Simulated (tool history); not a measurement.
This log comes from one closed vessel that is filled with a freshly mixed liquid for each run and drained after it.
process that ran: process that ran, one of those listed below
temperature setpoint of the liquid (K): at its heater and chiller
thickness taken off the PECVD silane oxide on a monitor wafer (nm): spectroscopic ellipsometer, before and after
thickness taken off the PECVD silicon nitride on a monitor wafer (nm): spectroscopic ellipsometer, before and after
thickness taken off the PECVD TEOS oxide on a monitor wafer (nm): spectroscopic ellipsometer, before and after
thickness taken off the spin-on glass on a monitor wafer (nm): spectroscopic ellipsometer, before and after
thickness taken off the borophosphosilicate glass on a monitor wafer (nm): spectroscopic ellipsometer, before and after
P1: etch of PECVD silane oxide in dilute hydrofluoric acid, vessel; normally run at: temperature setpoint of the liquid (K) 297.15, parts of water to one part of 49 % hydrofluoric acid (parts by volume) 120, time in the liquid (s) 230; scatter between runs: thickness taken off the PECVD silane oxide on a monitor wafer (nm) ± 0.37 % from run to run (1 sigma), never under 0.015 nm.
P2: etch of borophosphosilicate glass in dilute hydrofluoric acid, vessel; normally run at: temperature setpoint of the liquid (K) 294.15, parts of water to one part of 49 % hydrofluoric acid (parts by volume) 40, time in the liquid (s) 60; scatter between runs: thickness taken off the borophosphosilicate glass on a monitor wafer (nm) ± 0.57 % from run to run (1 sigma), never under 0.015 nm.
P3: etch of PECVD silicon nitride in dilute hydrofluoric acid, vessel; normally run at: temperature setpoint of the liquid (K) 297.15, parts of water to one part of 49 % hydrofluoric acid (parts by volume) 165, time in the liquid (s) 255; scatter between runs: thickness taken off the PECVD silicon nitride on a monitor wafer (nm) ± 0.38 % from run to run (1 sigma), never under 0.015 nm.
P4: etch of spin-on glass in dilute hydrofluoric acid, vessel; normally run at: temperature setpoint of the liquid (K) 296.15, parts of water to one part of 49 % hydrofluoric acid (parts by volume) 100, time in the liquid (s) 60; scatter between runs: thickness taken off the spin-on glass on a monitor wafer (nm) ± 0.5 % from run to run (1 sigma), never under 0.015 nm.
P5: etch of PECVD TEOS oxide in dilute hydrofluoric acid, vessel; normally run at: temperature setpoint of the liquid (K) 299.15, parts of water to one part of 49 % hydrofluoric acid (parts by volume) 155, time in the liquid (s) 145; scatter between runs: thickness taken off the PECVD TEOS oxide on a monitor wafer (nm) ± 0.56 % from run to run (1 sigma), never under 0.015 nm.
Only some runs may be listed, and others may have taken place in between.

| run | hour | process that ran | temperature setpoint of the liquid (K) | parts of water to one part of 49 % hydrofluoric acid (parts by volume) | time in the liquid (s) | hours since the thermometer was replaced | hours since the hydrofluoric acid flow meter was replaced | thickness taken off the PECVD silane oxide on a monitor wafer (nm) | thickness taken off the PECVD silicon nitride on a monitor wafer (nm) | thickness taken off the PECVD TEOS oxide on a monitor wafer (nm) | thickness taken off the spin-on glass on a monitor wafer (nm) | thickness taken off the borophosphosilicate glass on a monitor wafer (nm) |
|---|---|---|---|---|---|---|---|---|---|---|---|---|
| 1 | 3.2 | P1 | 297.15 | 120 | 230 | 1028.2 | 656.7 | 37.972 |  |  |  |  |
| 2 | 7.9 | P3 | 297.15 | 165 | 255 | 1032.9 | 661.4 |  | 6.2743 |  |  |  |
| 3 | 11.6 | P5 | 299.15 | 155 | 145 | 1036.6 | 665.1 |  |  | 14.461 |  |  |
| 4 | 16.1 | P1 | 291.65 | 40 | 230 | 1041.1 | 669.6 | 99.834 |  |  |  |  |
| 5 | 20.7 | P3 | 297.15 | 165 | 255 | 1045.7 | 674.2 |  | 6.2613 |  |  |  |
| 6 | 23.4 | P5 | 299.15 | 155 | 145 | 1048.4 | 676.9 |  |  | 14.367 |  |  |
| 7 | 28.2 | P1 | 302.65 | 120 | 230 | 1053.2 | 681.7 | 47.183 |  |  |  |  |
| 8 | 32.1 | P4 | 296.15 | 100 | 60 | 1057.1 | 685.6 |  |  |  | 35.499 |  |
| 9 | 36.9 | P2 | 290.15 | 40 | 60 | 1061.9 | 690.4 |  |  |  |  | 104.02 |
| 10 | 40.4 | P2 | 294.15 | 40 | 60 | 1065.4 | 693.9 |  |  |  |  | 122.56 |
| 11 | 43.3 | P1 | 297.15 | 55 | 230 | 1068.3 | 696.8 | 89.855 |  |  |  |  |
| 12 | 48 | P1 | 297.15 | 185 | 230 | 1073 | 701.5 | 22.939 |  |  |  |  |
| 13 | 53.8 | P3 | 297.15 | 165 | 75 | 1078.8 | 707.3 |  | 1.8665 |  |  |  |
| 14 | 57.7 | P4 | 302.65 | 100 | 60 | 1082.7 | 711.2 |  |  |  | 45.756 |  |
| 15 | 63.5 | P1 | 297.15 | 120 | 80 | 1088.5 | 717 | 13.231 |  |  |  |  |
| 16 | 68.8 | P1 | 292.15 | 120 | 230 | 1093.8 | 722.3 | 31.423 |  |  |  |  |
| 17 | 73.8 | P1 | 297.15 | 120 | 230 | 1098.8 | 727.3 | 38.182 |  |  |  |  |
| 18 | 77.4 | P5 | 299.15 | 275 | 145 | 1102.4 | 730.9 |  |  | 7.0837 |  |  |
| 19 | 83 | P5 | 303.15 | 155 | 145 | 1108 | 736.5 |  |  | 16.676 |  |  |
| 20 | 88.6 | P4 | 296.15 | 40 | 60 | 1113.6 | 742.1 |  |  |  | 95.184 |  |
| 21 | 92.2 | P1 | 297.15 | 120 | 230 | 1117.2 | 745.7 | 38.091 |  |  |  |  |
| 22 | 97.7 | P3 | 297.15 | 235 | 255 | 1122.7 | 751.2 |  | 4.3875 |  |  |  |
| 23 | 100.5 | P3 | 305.15 | 165 | 255 | 1125.5 | 754 |  | 10.295 |  |  |  |
| 24 | 103.5 | P1 | 297.15 | 120 | 230 | 1128.5 | 757 | 38.106 |  |  |  |  |
| 25 | 106.1 | P4 | 296.15 | 100 | 30 | 1131.1 | 759.6 |  |  |  | 17.651 |  |
| 26 | 110.2 | P1 | 297.15 | 200 | 445 | 1135.2 | 763.7 | 40.475 |  |  |  |  |
| 27 | 114.7 | P2 | 294.15 | 40 | 60 | 1139.7 | 768.2 |  |  |  |  | 122.98 |
| 28 | 119.5 | P2 | 294.15 | 65 | 60 | 1144.5 | 773 |  |  |  |  | 72.637 |
| 29 | 125.4 | P1 | 297.15 | 120 | 380 | 1150.4 | 778.9 | 62.658 |  |  |  |  |
| 30 | 129.8 | P1 | 297.15 | 120 | 230 | 1154.8 | 783.3 | 38.305 |  |  |  |  |
| 31 | 133.7 | P5 | 299.15 | 155 | 40 | 1158.7 | 787.2 |  |  | 3.9584 |  |  |
| 32 | 137.1 | P2 | 294.15 | 40 | 90 | 1162.1 | 790.6 |  |  |  |  | 185.36 |
| 33 | 141.2 | P1 | 297.15 | 120 | 230 | 1166.2 | 794.7 | 38.473 |  |  |  |  |
| 34 | 145.5 | P1 | 297.15 | 120 | 230 | 1170.5 | 799 | 38.04 |  |  |  |  |
| 35 | 148.5 | P1 | 297.15 | 120 | 230 | 1173.5 | 802 | 38.976 |  |  |  |  |
| 36 | 152.8 | P1 | 297.15 | 120 | 230 | 1177.8 | 806.3 | 39.774 |  |  |  |  |
| 37 | 156.3 | P1 | 297.15 | 120 | 230 | 1181.3 | 809.8 | 39.769 |  |  |  |  |
| 38 | 161.7 | P1 | 297.15 | 120 | 230 | 1186.7 | 815.2 | 40.503 |  |  |  |  |
| 39 | 164.8 | P1 | 297.15 | 120 | 230 | 1189.8 | 818.3 | 40.956 |  |  |  |  |
| 40 | 167.6 | P1 | 297.15 | 120 | 230 | 1192.6 | 821.1 | 40.833 |  |  |  |  |
| 41 | 171.2 | P1 | 297.15 | 120 | 230 | 1196.2 | 824.7 | 40.995 |  |  |  |  |
| 42 | 176.8 | P1 | 297.15 | 120 | 230 | 1201.8 | 830.3 | 40.779 |  |  |  |  |
| 43 | 182.8 | P1 | 297.15 | 120 | 230 | 1207.8 | 836.3 | 41.239 |  |  |  |  |
| 44 | 186.9 | P1 | 297.15 | 120 | 230 | 1211.9 | 840.4 | 41.33 |  |  |  |  |
| 45 | 191 | P1 | 297.15 | 120 | 230 | 1216 | 844.5 | 41.253 |  |  |  |  |

The log shows P1 creeping away from where it was. Any of the 2 causes listed here, at the size stated for it, fits the log just as well as the others:
A: liquid hotter than its thermometer reads (K) = 2
B: hydrofluoric acid flow above the setpoint (%) = 7
At approximately hour 145.5, the process output began to creep.

Which of the 4 check runs listed below separates the causes, so that each cause would produce a clearly different result? Each run uses one wafer, and its results are marked with question marks.
| check 1 | 195.1 | P2 | 294.15 | 40 | 60 |  |  |  |  |  |  | ? |
| check 2 | 195.1 | P3 | 297.15 | 165 | 255 |  |  |  | ? |  |  |  |
| check 3 | 195.1 | P4 | 296.15 | 100 | 60 |  |  |  |  |  | ? |  |
| check 4 | 195.1 | P5 | 299.15 | 155 | 145 |  |  |  |  | ? |  |  |

How each check would come out, cause by cause:
| check | result | if A | if B |
|---|---|---|---|
| check 1 | thickness taken off the borophosphosilicate glass on a monitor wafer (nm) | 133.63 | 131.87 |
| check 2 | thickness taken off the PECVD silicon nitride on a monitor wafer (nm) | 7.1562 | 6.7382 |
| check 3 | thickness taken off the spin-on glass on a monitor wafer (nm) | 38.322 | 38.18 |
| check 4 | thickness taken off the PECVD TEOS oxide on a monitor wafer (nm) | 15.436 | 15.528 |
Per-check spread between the two closest causes, in the result where they differ most: check 1 1.33 %; check 2 6.02 %; check 3 0.37 %; check 4 0.59 %
Of the check runs offered, only check 2 discriminates between the causes; the rest would read about the same regardless of which cause applies.

The results of check 2 are: thickness taken off the PECVD silicon nitride on a monitor wafer (nm) 6.7174. Based on these, which of the listed causes is it?

Of the candidate causes, it is B: hydrofluoric acid flow above the setpoint (%).

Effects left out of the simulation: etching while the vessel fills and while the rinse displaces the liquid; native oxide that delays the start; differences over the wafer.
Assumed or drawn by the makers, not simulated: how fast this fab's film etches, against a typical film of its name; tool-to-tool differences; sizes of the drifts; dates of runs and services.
